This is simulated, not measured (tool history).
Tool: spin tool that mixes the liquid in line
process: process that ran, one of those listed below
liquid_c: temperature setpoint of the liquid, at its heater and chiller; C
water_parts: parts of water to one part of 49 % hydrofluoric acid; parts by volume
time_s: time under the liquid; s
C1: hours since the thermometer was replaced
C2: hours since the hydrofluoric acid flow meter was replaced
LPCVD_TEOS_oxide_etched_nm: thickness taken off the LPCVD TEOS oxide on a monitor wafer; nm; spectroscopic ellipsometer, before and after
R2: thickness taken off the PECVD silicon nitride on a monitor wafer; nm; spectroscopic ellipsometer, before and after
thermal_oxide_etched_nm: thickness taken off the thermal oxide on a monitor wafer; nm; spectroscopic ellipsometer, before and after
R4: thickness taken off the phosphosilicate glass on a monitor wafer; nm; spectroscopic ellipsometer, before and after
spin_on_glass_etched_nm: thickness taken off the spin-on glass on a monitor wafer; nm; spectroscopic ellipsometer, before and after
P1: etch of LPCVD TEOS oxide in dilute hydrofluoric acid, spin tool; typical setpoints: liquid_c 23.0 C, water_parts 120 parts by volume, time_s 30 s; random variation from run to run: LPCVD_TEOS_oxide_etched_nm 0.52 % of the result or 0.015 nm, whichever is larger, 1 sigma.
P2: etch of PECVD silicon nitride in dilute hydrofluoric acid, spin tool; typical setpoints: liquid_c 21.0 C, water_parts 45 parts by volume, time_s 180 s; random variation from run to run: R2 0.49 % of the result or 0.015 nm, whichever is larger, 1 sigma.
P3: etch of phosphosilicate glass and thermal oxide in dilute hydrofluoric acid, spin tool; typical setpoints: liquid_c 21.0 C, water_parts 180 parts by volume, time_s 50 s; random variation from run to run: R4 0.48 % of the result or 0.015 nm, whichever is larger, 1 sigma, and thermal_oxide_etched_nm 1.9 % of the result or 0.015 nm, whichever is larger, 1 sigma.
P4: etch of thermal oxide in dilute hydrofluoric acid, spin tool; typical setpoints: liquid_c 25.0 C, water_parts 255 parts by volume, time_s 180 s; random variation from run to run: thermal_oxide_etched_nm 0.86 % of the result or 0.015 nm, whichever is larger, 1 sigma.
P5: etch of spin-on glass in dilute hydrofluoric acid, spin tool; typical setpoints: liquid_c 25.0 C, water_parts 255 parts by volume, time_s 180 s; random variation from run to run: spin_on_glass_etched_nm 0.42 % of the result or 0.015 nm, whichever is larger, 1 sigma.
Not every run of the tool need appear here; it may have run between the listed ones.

Run 1, day 0.400: process P1, liquid_c 23.0 C, water_parts 120 parts by volume, time_s 30 s; C1 688.0; C2 1446.0. Result: LPCVD_TEOS_oxide_etched_nm 13.0700 nm.
Run 2, day 0.817: process P2, liquid_c 21.0 C, water_parts 20 parts by volume, time_s 180 s; C1 698.0; C2 1456.0. Result: R2 12.12200 nm.
Run 3, day 1.121: process P1, liquid_c 23.0 C, water_parts 120 parts by volume, time_s 55 s; C1 705.3; C2 1463.3. Result: LPCVD_TEOS_oxide_etched_nm 23.8450 nm.
Run 4, day 1.600: process P4, liquid_c 25.0 C, water_parts 60 parts by volume, time_s 180 s; C1 716.8; C2 1474.8. Result: thermal_oxide_etched_nm 16.01500 nm.
Run 5, day 1.992: process P2, liquid_c 21.0 C, water_parts 45 parts by volume, time_s 15 s; C1 726.2; C2 1484.2. Result: R2 0.43989 nm.
Run 6, day 2.329: process P1, liquid_c 23.0 C, water_parts 215 parts by volume, time_s 30 s; C1 734.3; C2 1492.3. Result: LPCVD_TEOS_oxide_etched_nm 6.5273 nm.
Run 7, day 2.675: process P3, liquid_c 21.0 C, water_parts 305 parts by volume, time_s 50 s; C1 742.6; C2 1500.6. Result: thermal_oxide_etched_nm 0.59951 nm, R4 15.656 nm.
Run 8, day 3.004: process P3, liquid_c 21.0 C, water_parts 180 parts by volume, time_s 95 s; C1 750.5; C2 1508.5. Result: thermal_oxide_etched_nm 2.18840 nm, R4 57.363 nm.
Run 9, day 3.412: process P1, liquid_c 27.5 C, water_parts 160 parts by volume, time_s 30 s; C1 760.3; C2 1518.3. Result: LPCVD_TEOS_oxide_etched_nm 11.1010 nm.
Run 10, day 3.904: process P5, liquid_c 25.0 C, water_parts 255 parts by volume, time_s 180 s; C1 772.1; C2 1530.1. Result: spin_on_glass_etched_nm 17.4330 nm.
Run 11, day 4.242: process P1, liquid_c 23.0 C, water_parts 120 parts by volume, time_s 15 s; C1 780.2; C2 1538.2. Result: LPCVD_TEOS_oxide_etched_nm 6.5074 nm.
Run 12, day 4.550: process P2, liquid_c 29.0 C, water_parts 45 parts by volume, time_s 180 s; C1 787.6; C2 1545.6. Result: R2 9.50750 nm.
Run 13, day 5.067: process P5, liquid_c 25.0 C, water_parts 70 parts by volume, time_s 180 s; C1 800.0; C2 1558.0. Result: spin_on_glass_etched_nm 79.2060 nm.
Run 14, day 5.604: process P4, liquid_c 25.0 C, water_parts 255 parts by volume, time_s 305 s; C1 812.9; C2 1570.9. Result: thermal_oxide_etched_nm 5.07660 nm.
At day 6.008: hydrofluoric acid flow meter replaced.
Run 15, day 6.042: process P1, liquid_c 23.0 C, water_parts 50 parts by volume, time_s 30 s; C1 823.4; C2 0.8. Result: LPCVD_TEOS_oxide_etched_nm 34.1020 nm.
Run 16, day 6.442: process P3, liquid_c 17.0 C, water_parts 180 parts by volume, time_s 50 s; C1 833.0; C2 10.4. Result: thermal_oxide_etched_nm 0.95652 nm, R4 25.689 nm.
Run 17, day 6.850: process P2, liquid_c 21.0 C, water_parts 45 parts by volume, time_s 180 s; C1 842.8; C2 20.2. Result: R2 5.50290 nm.
Run 18, day 7.367: process P1, liquid_c 23.0 C, water_parts 120 parts by volume, time_s 30 s; C1 855.2; C2 32.6. Result: LPCVD_TEOS_oxide_etched_nm 13.0270 nm.
Run 19, day 7.900: process P1, liquid_c 23.0 C, water_parts 120 parts by volume, time_s 30 s; C1 868.0; C2 45.4. Result: LPCVD_TEOS_oxide_etched_nm 13.0550 nm.
Run 20, day 8.250: process P4, liquid_c 33.0 C, water_parts 255 parts by volume, time_s 180 s; C1 876.4; C2 53.8. Result: thermal_oxide_etched_nm 3.89700 nm.
Run 21, day 8.562: process P1, liquid_c 23.0 C, water_parts 120 parts by volume, time_s 30 s; C1 883.9; C2 61.3. Result: LPCVD_TEOS_oxide_etched_nm 12.9490 nm.
Run 22, day 9.088: process P1, liquid_c 17.0 C, water_parts 120 parts by volume, time_s 30 s; C1 896.5; C2 73.9. Result: LPCVD_TEOS_oxide_etched_nm 10.2520 nm.
Run 23, day 9.425: process P5, liquid_c 32.0 C, water_parts 255 parts by volume, time_s 180 s; C1 904.6; C2 82.0. Result: spin_on_glass_etched_nm 22.1620 nm.
Run 24, day 9.808: process P1, liquid_c 23.0 C, water_parts 120 parts by volume, time_s 30 s; C1 913.8; C2 91.2. Result: LPCVD_TEOS_oxide_etched_nm 13.0120 nm.
Run 25, day 10.096: process P3, liquid_c 21.0 C, water_parts 180 parts by volume, time_s 50 s; C1 920.7; C2 98.1. Result: thermal_oxide_etched_nm 1.10310 nm, R4 30.138 nm.
Run 26, day 10.638: process P4, liquid_c 25.0 C, water_parts 255 parts by volume, time_s 180 s; C1 933.7; C2 111.1. Result: thermal_oxide_etched_nm 2.96260 nm.
Run 27, day 11.167: process P1, liquid_c 28.0 C, water_parts 120 parts by volume, time_s 30 s; C1 946.4; C2 123.8. Result: LPCVD_TEOS_oxide_etched_nm 15.5860 nm.
Run 28, day 11.558: process P1, liquid_c 23.0 C, water_parts 120 parts by volume, time_s 30 s; C1 955.8; C2 133.2. Result: LPCVD_TEOS_oxide_etched_nm 13.0450 nm.
Run 29, day 12.117: process P5, liquid_c 25.0 C, water_parts 255 parts by volume, time_s 15 s; C1 969.2; C2 146.6. Result: spin_on_glass_etched_nm 1.4608 nm.
Run 30, day 12.388: process P1, liquid_c 23.0 C, water_parts 120 parts by volume, time_s 30 s; C1 975.7; C2 153.1. Result: LPCVD_TEOS_oxide_etched_nm 12.8880 nm.
Run 31, day 12.958: process P1, liquid_c 23.0 C, water_parts 120 parts by volume, time_s 30 s; C1 989.4; C2 166.8. Result: LPCVD_TEOS_oxide_etched_nm 12.6160 nm.
Run 32, day 13.483: process P1, liquid_c 23.0 C, water_parts 120 parts by volume, time_s 30 s; C1 1002.0; C2 179.4. Result: LPCVD_TEOS_oxide_etched_nm 12.4170 nm.
Run 33, day 13.825: process P1, liquid_c 23.0 C, water_parts 120 parts by volume, time_s 30 s; C1 1010.2; C2 187.6. Result: LPCVD_TEOS_oxide_etched_nm 12.4220 nm.
Run 34, day 14.246: process P1, liquid_c 23.0 C, water_parts 120 parts by volume, time_s 30 s; C1 1020.3; C2 197.7. Result: LPCVD_TEOS_oxide_etched_nm 12.3700 nm.
Run 35, day 14.792: process P1, liquid_c 23.0 C, water_parts 120 parts by volume, time_s 30 s; C1 1033.4; C2 210.8. Result: LPCVD_TEOS_oxide_etched_nm 12.3340 nm.
Run 36, day 15.379: process P1, liquid_c 23.0 C, water_parts 120 parts by volume, time_s 30 s; C1 1047.5; C2 224.9. Result: LPCVD_TEOS_oxide_etched_nm 12.1730 nm.

P1 no longer gives what it gave before; its output has crept away from where it was. The following 2 causes, each at its listed size, fit the log equally well:
A: hydrofluoric acid flow below the setpoint (%) = 5.09
B: liquid colder than its thermometer reads (K) = 1.51
At approximately day 12.388, the process output began to creep.

Below are 4 check runs, each on a single wafer, with their results shown as question marks. Which of them would tell the listed causes apart, meaning the causes would give clearly different results under it?
Run check 1, day 15.967: process P4, liquid_c 32.5 C, water_parts 180 parts by volume, time_s 180 s. Result: thermal_oxide_etched_nm ?.
Run check 2, day 15.967: process P5, liquid_c 25.0 C, water_parts 170 parts by volume, time_s 180 s. Result: spin_on_glass_etched_nm ?.
Run check 3, day 15.967: process P2, liquid_c 27.0 C, water_parts 25 parts by volume, time_s 180 s. Result: R2 ?.
Run check 4, day 15.967: process P3, liquid_c 21.0 C, water_parts 235 parts by volume, time_s 50 s. Result: thermal_oxide_etched_nm ?, R4 ?.

How each check would come out, cause by cause:
  check                   result      if A      if B
check 1  thermal_oxide_etched_nm   5.65290   5.72670
check 2  spin_on_glass_etched_nm   27.0690   27.2260
check 3                       R2  14.08800  13.38500
check 4  thermal_oxide_etched_nm   0.76786   0.77354
check 4                       R4    20.408    20.559
How far apart the two closest causes lie, in the result that separates them most: check 1 1.3 %; check 2 0.58 %; check 3 5.12 %; check 4 0.74 %
Only in check 3 would the causes give clearly different results; in the remaining checks their results would be nearly the same.

Check 3 was carried out, with these results: R2 13.36600 nm. Which of the listed causes is responsible?

The correct cause is B, namely: liquid colder than its thermometer reads (K).
